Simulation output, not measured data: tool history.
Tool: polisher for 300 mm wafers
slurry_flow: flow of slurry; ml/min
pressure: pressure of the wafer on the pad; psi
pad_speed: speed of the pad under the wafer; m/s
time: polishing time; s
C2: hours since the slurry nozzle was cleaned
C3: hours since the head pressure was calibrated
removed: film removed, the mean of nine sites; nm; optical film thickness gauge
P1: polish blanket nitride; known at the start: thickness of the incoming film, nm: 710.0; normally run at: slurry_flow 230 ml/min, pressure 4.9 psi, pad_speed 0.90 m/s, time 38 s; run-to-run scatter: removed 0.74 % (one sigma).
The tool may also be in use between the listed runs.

{"run": 1, "hour": 9.6, "slurry_flow": 230, "pressure": 4.9, "pad_speed": 0.9, "time": 38, "wafers polished on this pad": 417, "C2": 253.4, "C3": 595.3, "removed": 83.801}
{"run": 2, "hour": 19.5, "slurry_flow": 230, "pressure": 4.9, "pad_speed": 0.6, "time": 38, "wafers polished on this pad": 553, "C2": 263.3, "C3": 605.2, "removed": 59.869}
{"run": 3, "hour": 25.4, "slurry_flow": 230, "pressure": 4.9, "pad_speed": 0.9, "time": 38, "wafers polished on this pad": 634, "C2": 269.2, "C3": 611.1, "removed": 84.056}
{"run": 4, "hour": 33.5, "slurry_flow": 230, "pressure": 4.9, "pad_speed": 0.9, "time": 54, "wafers polished on this pad": 746, "C2": 277.3, "C3": 619.2, "removed": 118.0}
{"run": 5, "hour": 44.3, "slurry_flow": 140, "pressure": 4.9, "pad_speed": 0.9, "time": 38, "wafers polished on this pad": 894, "C2": 288.1, "C3": 630.0, "removed": 77.324}
{"hour": 47.8, "done": "head pressure recalibrated"}
{"run": 6, "hour": 50.6, "slurry_flow": 290, "pressure": 4.9, "pad_speed": 0.9, "time": 38, "wafers polished on this pad": 981, "C2": 294.4, "C3": 2.9, "removed": 86.163}
{"run": 7, "hour": 59.5, "slurry_flow": 230, "pressure": 4.9, "pad_speed": 0.9, "time": 28, "wafers polished on this pad": 1103, "C2": 303.3, "C3": 11.8, "removed": 61.671}
{"run": 8, "hour": 66.3, "slurry_flow": 230, "pressure": 4.9, "pad_speed": 0.9, "time": 38, "wafers polished on this pad": 1197, "C2": 310.1, "C3": 18.6, "removed": 83.16}
{"run": 9, "hour": 73.6, "slurry_flow": 230, "pressure": 4.9, "pad_speed": 1.34, "time": 38, "wafers polished on this pad": 1297, "C2": 317.4, "C3": 25.9, "removed": 114.26}
{"run": 10, "hour": 86.1, "slurry_flow": 230, "pressure": 4.9, "pad_speed": 0.9, "time": 38, "wafers polished on this pad": 1469, "C2": 329.9, "C3": 38.4, "removed": 82.081}
{"run": 11, "hour": 98.3, "slurry_flow": 230, "pressure": 7.8, "pad_speed": 0.9, "time": 38, "wafers polished on this pad": 1637, "C2": 342.1, "C3": 50.6, "removed": 133.44}
{"run": 12, "hour": 105.9, "slurry_flow": 230, "pressure": 7.4, "pad_speed": 0.54, "time": 38, "wafers polished on this pad": 1741, "C2": 349.7, "C3": 58.2, "removed": 84.023}
{"run": 13, "hour": 119.3, "slurry_flow": 230, "pressure": 4.9, "pad_speed": 0.9, "time": 38, "wafers polished on this pad": 1925, "C2": 363.1, "C3": 71.6, "removed": 82.617}
{"run": 14, "hour": 129.8, "slurry_flow": 325, "pressure": 4.9, "pad_speed": 1.26, "time": 38, "wafers polished on this pad": 2070, "C2": 373.6, "C3": 82.1, "removed": 113.66}
{"run": 15, "hour": 137.9, "slurry_flow": 230, "pressure": 3.6, "pad_speed": 0.9, "time": 38, "wafers polished on this pad": 2181, "C2": 381.7, "C3": 90.2, "removed": 61.157}
{"run": 16, "hour": 151.4, "slurry_flow": 230, "pressure": 4.9, "pad_speed": 0.9, "time": 38, "wafers polished on this pad": 2367, "C2": 395.2, "C3": 103.7, "removed": 83.541}
{"run": 17, "hour": 159.0, "slurry_flow": 230, "pressure": 4.9, "pad_speed": 0.9, "time": 38, "wafers polished on this pad": 2471, "C2": 402.8, "C3": 111.3, "removed": 84.204}
{"run": 18, "hour": 166.8, "slurry_flow": 230, "pressure": 4.9, "pad_speed": 0.9, "time": 38, "wafers polished on this pad": 2578, "C2": 410.6, "C3": 119.1, "removed": 82.353}
{"run": 19, "hour": 178.7, "slurry_flow": 230, "pressure": 4.9, "pad_speed": 0.9, "time": 38, "wafers polished on this pad": 2742, "C2": 422.5, "C3": 131.0, "removed": 81.957}
{"run": 20, "hour": 185.4, "slurry_flow": 230, "pressure": 4.9, "pad_speed": 0.9, "time": 38, "wafers polished on this pad": 2834, "C2": 429.2, "C3": 137.7, "removed": 81.498}
{"run": 21, "hour": 192.2, "slurry_flow": 230, "pressure": 4.9, "pad_speed": 0.9, "time": 38, "wafers polished on this pad": 2927, "C2": 436.0, "C3": 144.5, "removed": 81.297}
{"run": 22, "hour": 198.5, "slurry_flow": 230, "pressure": 4.9, "pad_speed": 0.9, "time": 38, "wafers polished on this pad": 3014, "C2": 442.3, "C3": 150.8, "removed": 79.997}

Run 23 comes next. What will it give?
{"hour": 210.5, "done": "worn pad replaced by a new one"}
{"run": 23, "hour": 211.0, "slurry_flow": 230, "pressure": 4.9, "pad_speed": 0.9, "time": 38, "wafers polished on this pad": 7, "C2": 454.8, "C3": 163.3, "removed": "?"}

removed: 81.113 nm
